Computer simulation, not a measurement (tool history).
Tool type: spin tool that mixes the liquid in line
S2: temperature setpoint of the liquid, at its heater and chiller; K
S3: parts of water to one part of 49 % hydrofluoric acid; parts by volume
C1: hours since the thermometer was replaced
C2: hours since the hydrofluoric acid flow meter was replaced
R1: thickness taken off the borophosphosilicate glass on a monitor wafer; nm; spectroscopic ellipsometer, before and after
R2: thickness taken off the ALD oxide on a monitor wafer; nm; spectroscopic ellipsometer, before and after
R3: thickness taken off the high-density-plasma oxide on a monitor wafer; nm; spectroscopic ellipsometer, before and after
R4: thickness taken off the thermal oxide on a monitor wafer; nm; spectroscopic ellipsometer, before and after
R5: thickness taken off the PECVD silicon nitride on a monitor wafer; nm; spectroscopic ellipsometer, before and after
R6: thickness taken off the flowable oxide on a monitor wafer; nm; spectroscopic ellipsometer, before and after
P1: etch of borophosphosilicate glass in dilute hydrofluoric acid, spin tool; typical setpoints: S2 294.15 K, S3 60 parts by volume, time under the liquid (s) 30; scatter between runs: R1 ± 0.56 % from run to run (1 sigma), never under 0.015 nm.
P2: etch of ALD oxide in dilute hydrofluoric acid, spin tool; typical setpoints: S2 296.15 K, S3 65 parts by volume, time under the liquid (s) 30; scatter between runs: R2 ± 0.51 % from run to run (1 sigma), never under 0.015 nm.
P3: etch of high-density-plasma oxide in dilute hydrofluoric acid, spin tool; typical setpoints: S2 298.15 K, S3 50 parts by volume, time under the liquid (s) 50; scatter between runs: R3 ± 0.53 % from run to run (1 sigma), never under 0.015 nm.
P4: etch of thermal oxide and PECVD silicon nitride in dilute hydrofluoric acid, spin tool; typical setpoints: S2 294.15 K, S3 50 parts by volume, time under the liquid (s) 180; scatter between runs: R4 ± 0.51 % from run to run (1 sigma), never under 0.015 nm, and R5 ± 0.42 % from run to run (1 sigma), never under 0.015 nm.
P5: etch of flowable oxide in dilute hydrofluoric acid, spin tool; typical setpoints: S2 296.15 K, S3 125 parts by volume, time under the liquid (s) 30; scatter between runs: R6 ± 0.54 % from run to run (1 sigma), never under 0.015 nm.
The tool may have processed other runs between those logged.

run 1 hour=12.5 | process_that_ran=P1 S2=294.15 S3=60 time_under_the_liquid_(s)=30 | C1=1087.1 C2=826.1 | R1=18.847
run 2 hour=18.8 | process_that_ran=P2 S2=296.15 S3=20 time_under_the_liquid_(s)=30 | C1=1093.4 C2=832.4 | R2=29
run 3 hour=27.4 | process_that_ran=P3 S2=298.15 S3=50 time_under_the_liquid_(s)=50 | C1=1102 C2=841 | R3=5.5666
run 4 hour=35.6 | process_that_ran=P3 S2=291.65 S3=50 time_under_the_liquid_(s)=50 | C1=1110.2 C2=849.2 | R3=4.2906
run 5 hour=45.3 | process_that_ran=P2 S2=296.15 S3=65 time_under_the_liquid_(s)=30 | C1=1119.9 C2=858.9 | R2=8.4512
run 6 hour=57.1 | process_that_ran=P1 S2=294.15 S3=25 time_under_the_liquid_(s)=30 | C1=1131.7 C2=870.7 | R1=47.026
run 7 hour=65.1 | process_that_ran=P4 S2=294.15 S3=50 time_under_the_liquid_(s)=295 | C1=1139.7 C2=878.7 | R4=26.222 R5=26.822
run 8 hour=78.3 | process_that_ran=P1 S2=294.15 S3=60 time_under_the_liquid_(s)=30 | C1=1152.9 C2=891.9 | R1=18.463
run 9 hour=90.2 | process_that_ran=P1 S2=294.15 S3=60 time_under_the_liquid_(s)=30 | C1=1164.8 C2=903.8 | R1=18.683
run 10 hour=99.3 | process_that_ran=P5 S2=290.15 S3=125 time_under_the_liquid_(s)=30 | C1=1173.9 C2=912.9 | R6=8.707
run 11 hour=113 | process_that_ran=P5 S2=296.15 S3=175 time_under_the_liquid_(s)=30 | C1=1187.6 C2=926.6 | R6=7.4981
run 12 hour=126.4 | process_that_ran=P5 S2=296.15 S3=125 time_under_the_liquid_(s)=15 | C1=1201 C2=940 | R6=5.5339
run 13 hour=139.6 | process_that_ran=P2 S2=296.15 S3=65 time_under_the_liquid_(s)=15 | C1=1214.2 C2=953.2 | R2=4.2558
run 14 hour=150.3 | process_that_ran=P1 S2=290.15 S3=60 time_under_the_liquid_(s)=30 | C1=1224.9 C2=963.9 | R1=15.818
run 15 hour=160.9 | process_that_ran=P3 S2=298.15 S3=50 time_under_the_liquid_(s)=50 | C1=1235.5 C2=974.5 | R3=5.5584
run 16 hour=169.3 | process_that_ran=P1 S2=294.15 S3=80 time_under_the_liquid_(s)=15 | C1=1243.9 C2=982.9 | R1=6.8966
run 17 hour=177.8 | process_that_ran=P1 S2=294.15 S3=60 time_under_the_liquid_(s)=15 | C1=1252.4 C2=991.4 | R1=9.4058
run 18 hour=191.8 | process_that_ran=P1 S2=294.15 S3=60 time_under_the_liquid_(s)=30 | C1=1266.4 C2=1005.4 | R1=18.502
run 19 hour=202.5 | process_that_ran=P3 S2=298.15 S3=70 time_under_the_liquid_(s)=50 | C1=1277.1 C2=1016.1 | R3=3.8939
run 20 hour=208.8 | process_that_ran=P1 S2=299.65 S3=60 time_under_the_liquid_(s)=30 | C1=1283.4 C2=1022.4 | R1=23.398
run 21 hour=221.7 | process_that_ran=P1 S2=294.15 S3=90 time_under_the_liquid_(s)=30 | C1=1296.3 C2=1035.3 | R1=12.025
run 22 hour=231.6 | process_that_ran=P2 S2=290.15 S3=65 time_under_the_liquid_(s)=30 | C1=1306.2 C2=1045.2 | R2=6.5543
run 23 hour=239.2 | process_that_ran=P1 S2=290.15 S3=40 time_under_the_liquid_(s)=30 | C1=1313.8 C2=1052.8 | R1=24.388
run 24 hour=252.3 | process_that_ran=P4 S2=302.15 S3=50 time_under_the_liquid_(s)=180 | C1=1326.9 C2=1065.9 | R4=22.43 R5=27.692
run 25 hour=263.7 | process_that_ran=P1 S2=300.15 S3=35 time_under_the_liquid_(s)=30 | C1=1338.3 C2=1077.3 | R1=42.665
run 26 hour=271.8 | process_that_ran=P2 S2=296.15 S3=65 time_under_the_liquid_(s)=30 | C1=1346.4 C2=1085.4 | R2=8.4322
run 27 hour=284 | process_that_ran=P4 S2=294.15 S3=80 time_under_the_liquid_(s)=180 | C1=1358.6 C2=1097.6 | R4=9.796 R5=10.373
run 28 hour=291.4 | process_that_ran=P1 S2=294.15 S3=60 time_under_the_liquid_(s)=45 | C1=1366 C2=1105 | R1=27.898
run 29 hour=299.8 | process_that_ran=P4 S2=294.15 S3=50 time_under_the_liquid_(s)=180 | C1=1374.4 C2=1113.4 | R4=16.163 R5=16.274
run 30 hour=308.2 | process_that_ran=P5 S2=296.15 S3=125 time_under_the_liquid_(s)=30 | C1=1382.8 C2=1121.8 | R6=11.216
run 31 hour=321.3 | process_that_ran=P1 S2=294.15 S3=60 time_under_the_liquid_(s)=30 | C1=1395.9 C2=1134.9 | R1=18.739
run 32 hour=333.6 | process_that_ran=P3 S2=298.15 S3=50 time_under_the_liquid_(s)=15 | C1=1408.2 C2=1147.2 | R3=1.6799
run 33 hour=347.7 | process_that_ran=P1 S2=294.15 S3=60 time_under_the_liquid_(s)=30 | C1=1422.3 C2=1161.3 | R1=18.724
run 34 hour=358.8 | process_that_ran=P1 S2=294.15 S3=60 time_under_the_liquid_(s)=30 | C1=1433.4 C2=1172.4 | R1=18.873
run 35 hour=367.2 | process_that_ran=P1 S2=294.15 S3=60 time_under_the_liquid_(s)=30 | C1=1441.8 C2=1180.8 | R1=19.375
run 36 hour=374.2 | process_that_ran=P1 S2=294.15 S3=60 time_under_the_liquid_(s)=30 | C1=1448.8 C2=1187.8 | R1=19.424
run 37 hour=384.5 | process_that_ran=P1 S2=294.15 S3=60 time_under_the_liquid_(s)=30 | C1=1459.1 C2=1198.1 | R1=20.042
run 38 hour=392.8 | process_that_ran=P1 S2=294.15 S3=60 time_under_the_liquid_(s)=30 | C1=1467.4 C2=1206.4 | R1=20.131
run 39 hour=399.2 | process_that_ran=P1 S2=294.15 S3=60 time_under_the_liquid_(s)=30 | C1=1473.8 C2=1212.8 | R1=20.247
run 40 hour=410.2 | process_that_ran=P1 S2=294.15 S3=60 time_under_the_liquid_(s)=30 | C1=1484.8 C2=1223.8 | R1=20.451
run 41 hour=423 | process_that_ran=P1 S2=294.15 S3=60 time_under_the_liquid_(s)=30 | C1=1497.6 C2=1236.6 | R1=20.694
run 42 hour=433.3 | process_that_ran=P1 S2=294.15 S3=60 time_under_the_liquid_(s)=30 | C1=1507.9 C2=1246.9 | R1=20.486
run 43 hour=444.7 | process_that_ran=P1 S2=294.15 S3=60 time_under_the_liquid_(s)=30 | C1=1519.3 C2=1258.3 | R1=20.42
run 44 hour=457.2 | process_that_ran=P1 S2=294.15 S3=60 time_under_the_liquid_(s)=30 | C1=1531.8 C2=1270.8 | R1=20.54
run 45 hour=466.1 | process_that_ran=P1 S2=294.15 S3=60 time_under_the_liquid_(s)=30 | C1=1540.7 C2=1279.7 | R1=20.802

What P1 gives has crept away from where it was. These 2 causes fit the log equally well, each at the size given:
A: liquid hotter than its thermometer reads (K) = 2.33
B: hydrofluoric acid flow above the setpoint (%) = 9.4
At approximately hour 358.8, the process output began to creep.

Each of the 4 check runs below uses one wafer; its results are left as question marks. Which run tells the causes apart?
run check 1 hour=475 | process_that_ran=P5 S2=296.15 S3=125 time_under_the_liquid_(s)=30 | R6=?
run check 2 hour=475 | process_that_ran=P2 S2=296.15 S3=65 time_under_the_liquid_(s)=30 | R2=?
run check 3 hour=475 | process_that_ran=P4 S2=294.15 S3=50 time_under_the_liquid_(s)=180 | R4=? R5=?
run check 4 hour=475 | process_that_ran=P3 S2=298.15 S3=50 time_under_the_liquid_(s)=50 | R3=?

How each check would come out, cause by cause:
check=check_1 result=R6 if_A=12.191 if_B=12.336
check=check_2 result=R2 if_A=9.3277 if_B=9.3501
check=check_3 result=R4 if_A=17.853 if_B=17.816
check=check_3 result=R5 if_A=19.219 if_B=17.888
check=check_4 result=R3 if_A=6.1592 if_B=6.1686
Gap, in per cent, between the two causes that each check separates least, read from the result that separates them most: check 1 1.18 %; check 2 0.24 %; check 3 7.18 %; check 4 0.15 %
Only in check 3 would the causes give clearly different results; in the remaining checks their results would be nearly the same.

After running check 3, the following was obtained: R4 17.904 nm; R5 17.765 nm. Which cause does this point to?

Of the candidate causes, it is B: hydrofluoric acid flow above the setpoint (%).
